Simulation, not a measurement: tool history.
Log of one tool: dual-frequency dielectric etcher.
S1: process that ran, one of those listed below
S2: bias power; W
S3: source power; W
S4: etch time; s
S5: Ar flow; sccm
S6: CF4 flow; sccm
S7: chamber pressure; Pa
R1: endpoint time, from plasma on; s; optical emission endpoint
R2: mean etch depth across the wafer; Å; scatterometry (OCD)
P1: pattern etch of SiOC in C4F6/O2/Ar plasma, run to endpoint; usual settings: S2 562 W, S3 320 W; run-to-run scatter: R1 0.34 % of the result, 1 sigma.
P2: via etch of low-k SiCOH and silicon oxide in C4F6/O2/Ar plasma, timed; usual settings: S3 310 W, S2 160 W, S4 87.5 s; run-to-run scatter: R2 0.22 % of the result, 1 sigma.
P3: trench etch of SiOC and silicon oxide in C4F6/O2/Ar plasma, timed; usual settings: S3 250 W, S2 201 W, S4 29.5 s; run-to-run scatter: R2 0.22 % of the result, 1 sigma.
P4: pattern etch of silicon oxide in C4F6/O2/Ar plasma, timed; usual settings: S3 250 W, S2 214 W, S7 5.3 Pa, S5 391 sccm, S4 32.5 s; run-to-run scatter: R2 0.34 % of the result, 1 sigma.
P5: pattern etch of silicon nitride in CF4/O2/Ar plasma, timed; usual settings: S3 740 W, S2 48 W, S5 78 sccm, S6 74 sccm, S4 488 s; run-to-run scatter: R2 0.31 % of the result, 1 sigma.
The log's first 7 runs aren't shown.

{"run": 8, "hour": 52.1, "S1": "P5", "S2": 30, "S3": 740, "S4": 488, "S5": 78, "S6": 74, "R2": 11185}
{"run": 9, "hour": 61.6, "S1": "P5", "S2": 48, "S3": 740, "S4": 488, "S5": 110, "S6": 74, "R2": 12493}
{"run": 10, "hour": 67.5, "S1": "P3", "S2": 201, "S3": 250, "S4": 19, "R2": 331.1}
{"run": 11, "hour": 72.1, "S1": "P2", "S2": 205, "S3": 310, "S4": 87.5, "R2": 2286.4}
{"run": 12, "hour": 80.0, "S1": "P1", "S2": 562, "S3": 190, "R1": 18.43}
{"run": 13, "hour": 85.1, "S1": "P2", "S2": 160, "S3": 310, "S4": 87.5, "R2": 2118.9}
{"run": 14, "hour": 89.6, "S1": "P4", "S2": 214, "S3": 250, "S4": 32.5, "S5": 391, "S7": 6.5, "R2": 851.98}
{"run": 15, "hour": 98.5, "S1": "P5", "S2": 48, "S3": 740, "S4": 488, "S5": 78, "S6": 97, "R2": 13556}
{"run": 16, "hour": 103.8, "S1": "P1", "S2": 693, "S3": 250, "R1": 15.348}
{"run": 17, "hour": 109.7, "S1": "P3", "S2": 201, "S3": 320, "S4": 29.5, "R2": 565.79}
{"run": 18, "hour": 116.9, "S1": "P3", "S2": 201, "S3": 250, "S4": 29.5, "R2": 513.42}
{"run": 19, "hour": 122.8, "S1": "P5", "S2": 48, "S3": 740, "S4": 666.5, "S5": 78, "S6": 74, "R2": 17965}
{"run": 20, "hour": 129.3, "S1": "P2", "S2": 160, "S3": 310, "S4": 117.5, "R2": 2845.1}
{"run": 21, "hour": 135.8, "S1": "P1", "S2": 684, "S3": 210, "R1": 16.444}
{"run": 22, "hour": 142.4, "S1": "P4", "S2": 268, "S3": 250, "S4": 32.5, "S5": 391, "S7": 5.3, "R2": 951.07}
{"run": 23, "hour": 149.7, "S1": "P1", "S2": 742, "S3": 400, "R1": 12.578}
{"run": 24, "hour": 158.0, "S1": "P4", "S2": 214, "S3": 250, "S4": 32.5, "S5": 391, "S7": 5.3, "R2": 881.01}
{"run": 25, "hour": 167.3, "S1": "P5", "S2": 48, "S3": 740, "S4": 488, "S5": 78, "S6": 74, "R2": 13011}
{"run": 26, "hour": 172.7, "S1": "P4", "S2": 214, "S3": 250, "S4": 32.5, "S5": 275, "S7": 5.3, "R2": 910.49}
{"run": 27, "hour": 181.5, "S1": "P4", "S2": 214, "S3": 250, "S4": 21, "S5": 391, "S7": 5.3, "R2": 566.22}
{"run": 28, "hour": 188.2, "S1": "P1", "S2": 562, "S3": 320, "R1": 15.235}
{"run": 29, "hour": 194.4, "S1": "P5", "S2": 48, "S3": 580, "S4": 488, "S5": 78, "S6": 74, "R2": 10647}
{"run": 30, "hour": 201.6, "S1": "P3", "S2": 278, "S3": 250, "S4": 29.5, "R2": 576.24}

Forecast run 31:
{"run": 31, "hour": 208.4, "S1": "P1", "S2": 448, "S3": 320, "R1": "?"}

{"run 31": {"R1": 16.562}}
